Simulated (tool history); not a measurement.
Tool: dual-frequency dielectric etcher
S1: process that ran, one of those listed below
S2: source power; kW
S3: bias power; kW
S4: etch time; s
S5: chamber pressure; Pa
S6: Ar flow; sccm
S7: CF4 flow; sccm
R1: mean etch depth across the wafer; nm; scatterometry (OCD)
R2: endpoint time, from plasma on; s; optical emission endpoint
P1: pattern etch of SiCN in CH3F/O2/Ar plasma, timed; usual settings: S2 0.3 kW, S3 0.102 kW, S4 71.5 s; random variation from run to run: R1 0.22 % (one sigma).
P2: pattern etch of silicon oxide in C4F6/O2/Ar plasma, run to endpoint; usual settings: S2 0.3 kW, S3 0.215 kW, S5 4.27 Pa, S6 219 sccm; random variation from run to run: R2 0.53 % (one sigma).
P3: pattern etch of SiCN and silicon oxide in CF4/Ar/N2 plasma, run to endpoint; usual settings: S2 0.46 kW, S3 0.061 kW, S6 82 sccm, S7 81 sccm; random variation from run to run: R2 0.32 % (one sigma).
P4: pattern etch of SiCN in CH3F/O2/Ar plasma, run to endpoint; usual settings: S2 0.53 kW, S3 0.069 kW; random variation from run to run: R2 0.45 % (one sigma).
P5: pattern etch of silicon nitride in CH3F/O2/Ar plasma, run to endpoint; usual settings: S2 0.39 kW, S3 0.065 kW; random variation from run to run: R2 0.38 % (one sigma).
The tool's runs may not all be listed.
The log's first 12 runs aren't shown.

run,hour,S1,S2,S3,S4,S5,S6,S7,R1,R2
13,108.4,P5,0.39,0.043,,,,,,45.419
14,117.9,P4,0.53,0.095,,,,,,24.493
15,129.3,P2,0.42,0.215,,4.27,219,,,14.168
16,137.9,P1,0.3,0.076,71.5,,,,23.839,
17,145.4,P4,0.53,0.069,,,,,,27.532
18,150.8,P1,0.3,0.121,71.5,,,,28.455,
19,158.8,P5,0.39,0.065,,,,,,39.548
20,166.2,P1,0.3,0.102,42,,,,15.737,
21,172.6,P1,0.3,0.102,71.5,,,,26.636,
22,182.3,P1,0.3,0.102,71.5,,,,26.701,
23,192.2,P2,0.3,0.215,,5.53,219,,,16.955
24,199.4,P1,0.3,0.102,71.5,,,,26.741,
25,209,P3,0.32,0.061,,,82,81,,14.41
26,218.1,P1,0.3,0.102,107,,,,39.835,
27,224.3,P1,0.21,0.102,71.5,,,,23.455,
28,229.4,P3,0.46,0.061,,,82,81,,10.398
29,236.1,P1,0.3,0.102,71.5,,,,26.719,
30,241.5,P1,0.19,0.102,92,,,,29.074,
31,252.4,P1,0.3,0.102,71.5,,,,26.688,
32,261.6,P1,0.3,0.102,71.5,,,,26.469,
33,270.6,P1,0.3,0.102,71.5,,,,26.391,

Forecast run 34:
# hour 273.2: wet clean of the chamber
34,280.6,P1,0.3,0.102,71.5,,,,?,

{"run 34": {"R1": 26.344}}

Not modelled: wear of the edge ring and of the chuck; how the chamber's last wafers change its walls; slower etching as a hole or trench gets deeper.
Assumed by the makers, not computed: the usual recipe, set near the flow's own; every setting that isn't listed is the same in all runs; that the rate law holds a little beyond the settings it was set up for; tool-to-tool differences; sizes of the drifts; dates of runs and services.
